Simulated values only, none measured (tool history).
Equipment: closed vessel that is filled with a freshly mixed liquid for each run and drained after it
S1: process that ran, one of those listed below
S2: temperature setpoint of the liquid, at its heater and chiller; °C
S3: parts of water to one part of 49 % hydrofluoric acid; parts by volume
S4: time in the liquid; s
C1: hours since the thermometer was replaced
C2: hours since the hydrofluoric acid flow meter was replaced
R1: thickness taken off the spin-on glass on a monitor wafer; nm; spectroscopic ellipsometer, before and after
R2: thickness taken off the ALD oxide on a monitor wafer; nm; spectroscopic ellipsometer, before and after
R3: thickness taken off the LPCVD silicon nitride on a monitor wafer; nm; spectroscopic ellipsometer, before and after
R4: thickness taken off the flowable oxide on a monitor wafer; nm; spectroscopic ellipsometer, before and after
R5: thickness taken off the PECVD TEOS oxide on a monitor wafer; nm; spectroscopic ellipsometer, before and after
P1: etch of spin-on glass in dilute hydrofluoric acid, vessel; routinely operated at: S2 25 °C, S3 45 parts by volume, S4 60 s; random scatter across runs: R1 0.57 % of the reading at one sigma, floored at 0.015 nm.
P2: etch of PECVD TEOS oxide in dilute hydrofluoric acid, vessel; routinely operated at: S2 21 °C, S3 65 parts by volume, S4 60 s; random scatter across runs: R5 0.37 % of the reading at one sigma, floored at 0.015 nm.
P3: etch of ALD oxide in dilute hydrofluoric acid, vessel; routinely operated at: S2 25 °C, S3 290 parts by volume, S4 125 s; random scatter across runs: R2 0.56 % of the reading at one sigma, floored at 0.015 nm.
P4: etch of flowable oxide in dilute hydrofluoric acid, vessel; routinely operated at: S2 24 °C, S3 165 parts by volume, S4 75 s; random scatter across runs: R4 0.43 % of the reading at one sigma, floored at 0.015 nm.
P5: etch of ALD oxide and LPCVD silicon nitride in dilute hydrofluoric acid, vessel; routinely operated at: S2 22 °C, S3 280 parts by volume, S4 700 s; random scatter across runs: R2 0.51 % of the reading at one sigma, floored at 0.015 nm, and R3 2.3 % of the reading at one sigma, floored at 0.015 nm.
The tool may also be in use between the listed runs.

run,day,S1,S2,S3,S4,C1,C2,R1,R2,R3,R4,R5
1,0.5,P1,25,45,60,220.1,256.7,49.394,,,,
2,0.838,P3,31,290,125,228.2,264.8,,6.5476,,,
3,1.333,P3,25,290,125,240.1,276.7,,5.3639,,,
4,1.838,P5,22,280,120,252.2,288.8,,5.5451,0.19749,,
5,2.342,P1,25,45,100,264.3,300.9,81.691,,,,
6,2.792,P1,31,45,60,275.1,311.7,62.024,,,,
7,3.167,P4,24,165,30,284.1,320.7,,,,5.3824,
8,3.608,P1,25,45,60,294.7,331.3,49.013,,,,
9,3.912,P2,21,65,60,302,338.6,,,,,18.276
10,4.45,P2,21,65,105,314.9,351.5,,,,,31.853
11,5.038,P1,25,45,30,329,365.6,24.434,,,,
12,5.504,P4,19.5,165,75,340.2,376.8,,,,11.213,
13,6.05,P1,25,45,60,353.3,389.9,49.012,,,,
14,6.533,P1,25,75,60,364.9,401.5,28.059,,,,
15,6.912,P1,25,20,60,374,410.6,113.06,,,,
16,7.175,P2,21,105,60,380.3,416.9,,,,,10.749
17,7.512,P3,25,290,210,388.4,425,,8.9757,,,
18,8.108,P5,28.5,280,700,402.7,439.3,,40.431,1.6163,,
19,8.642,P3,25,50,125,415.5,452.1,,41.5,,,
20,9.133,P4,24,165,75,427.3,463.9,,,,13.468,
21,9.512,P4,24,80,75,436.4,473,,,,30.619,
22,9.917,P3,25,290,125,446.1,482.7,,5.3021,,,
23,10.246,P1,20.5,45,60,454,490.6,40.385,,,,
24,10.667,P1,25,45,60,464.1,500.7,48.665,,,,

Estimate the outcome of run 25 from the log above:
25,11.142,P5,22,280,700,475.5,512.1,,?,?,,

{"run 25": {"R2": 32.031, "R3": 1.1184}}

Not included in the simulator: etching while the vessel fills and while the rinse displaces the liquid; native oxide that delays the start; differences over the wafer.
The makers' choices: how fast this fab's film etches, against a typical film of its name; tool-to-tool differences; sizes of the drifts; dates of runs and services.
